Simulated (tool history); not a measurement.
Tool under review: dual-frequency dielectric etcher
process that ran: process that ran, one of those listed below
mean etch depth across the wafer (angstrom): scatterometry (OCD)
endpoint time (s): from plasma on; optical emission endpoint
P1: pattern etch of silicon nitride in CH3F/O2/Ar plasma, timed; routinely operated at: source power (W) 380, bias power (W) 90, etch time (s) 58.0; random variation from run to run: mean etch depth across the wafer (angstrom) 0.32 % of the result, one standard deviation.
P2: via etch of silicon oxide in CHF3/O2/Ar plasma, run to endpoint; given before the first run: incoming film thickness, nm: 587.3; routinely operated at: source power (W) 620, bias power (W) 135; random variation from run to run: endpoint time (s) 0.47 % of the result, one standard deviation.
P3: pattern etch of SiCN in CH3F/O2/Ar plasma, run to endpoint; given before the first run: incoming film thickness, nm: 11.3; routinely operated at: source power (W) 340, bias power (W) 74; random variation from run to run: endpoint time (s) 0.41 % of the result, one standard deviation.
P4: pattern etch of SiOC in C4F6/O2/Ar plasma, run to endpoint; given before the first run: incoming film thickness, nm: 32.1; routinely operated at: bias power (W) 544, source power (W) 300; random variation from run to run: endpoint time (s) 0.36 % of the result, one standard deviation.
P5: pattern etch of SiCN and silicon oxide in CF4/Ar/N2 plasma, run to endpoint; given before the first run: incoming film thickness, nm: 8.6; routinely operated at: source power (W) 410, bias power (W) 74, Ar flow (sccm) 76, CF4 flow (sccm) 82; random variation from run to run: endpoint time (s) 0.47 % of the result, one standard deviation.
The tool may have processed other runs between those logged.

| run | hour | process that ran | source power (W) | bias power (W) | etch time (s) | Ar flow (sccm) | CF4 flow (sccm) | mean etch depth across the wafer (angstrom) | endpoint time (s) |
|---|---|---|---|---|---|---|---|---|---|
| 1 | 7.4 | P1 | 380 | 90 | 58.0 |  |  | 432.92 |  |
| 2 | 12.2 | P1 | 380 | 90 | 83.5 |  |  | 618.98 |  |
| 3 | 17.9 | P2 | 620 | 135 |  |  |  |  | 311.2500 |
| 4 | 22.0 | P1 | 380 | 64 | 58.0 |  |  | 382.56 |  |
| 5 | 29.4 | P4 | 300 | 544 |  |  |  |  | 11.3490 |
| 6 | 33.5 | P1 | 380 | 90 | 58.0 |  |  | 429.91 |  |
| 7 | 38.6 | P5 | 410 | 46 |  | 76 | 82 |  | 11.8680 |
| 8 | 45.2 | P3 | 340 | 74 |  |  |  |  | 32.5650 |
| 9 | 49.7 | P1 | 500 | 90 | 74.5 |  |  | 613.65 |  |
| 10 | 55.4 | P5 | 410 | 74 |  | 76 | 109 |  | 9.9979 |
| 11 | 61.9 | P1 | 240 | 90 | 58.0 |  |  | 363.31 |  |
| 12 | 67.2 | P1 | 470 | 90 | 34.5 |  |  | 278.97 |  |
|  | 68.5 | bias power generator calibrated |
| 13 | 71.9 | P4 | 170 | 544 |  |  |  |  | 13.9970 |
| 14 | 78.2 | P1 | 380 | 90 | 58.0 |  |  | 430.38 |  |
| 15 | 85.3 | P2 | 880 | 135 |  |  |  |  | 268.2200 |
| 16 | 93.3 | P1 | 380 | 90 | 58.0 |  |  | 430.88 |  |
| 17 | 100.6 | P2 | 620 | 85 |  |  |  |  | 356.1500 |
| 18 | 107.0 | P1 | 380 | 90 | 42.5 |  |  | 315.51 |  |
| 19 | 113.4 | P1 | 380 | 90 | 58.0 |  |  | 432.49 |  |
| 20 | 117.0 | P4 | 300 | 744 |  |  |  |  | 10.0390 |
| 21 | 122.6 | P3 | 340 | 93 |  |  |  |  | 29.6010 |
| 22 | 129.5 | P1 | 380 | 118 | 58.0 |  |  | 477.69 |  |
| 23 | 134.1 | P5 | 410 | 74 |  | 76 | 82 |  | 10.3140 |
| 24 | 141.7 | P2 | 620 | 135 |  |  |  |  | 310.4200 |
| 25 | 147.2 | P1 | 510 | 90 | 58.0 |  |  | 480.82 |  |
| 26 | 151.6 | P5 | 410 | 74 |  | 76 | 82 |  | 10.3610 |
| 27 | 157.8 | P4 | 300 | 544 |  |  |  |  | 11.3650 |
| 28 | 161.4 | P1 | 380 | 90 | 58.0 |  |  | 431.47 |  |
| 29 | 169.4 | P3 | 340 | 74 |  |  |  |  | 32.4240 |
| 30 | 177.1 | P1 | 230 | 63 | 58.0 |  |  | 314.16 |  |

Forecast run 31:
| 31 | 185.0 | P5 | 410 | 74 |  | 47 | 82 |  | ? |

{"run 31": {"endpoint time (s)": 9.7435}}
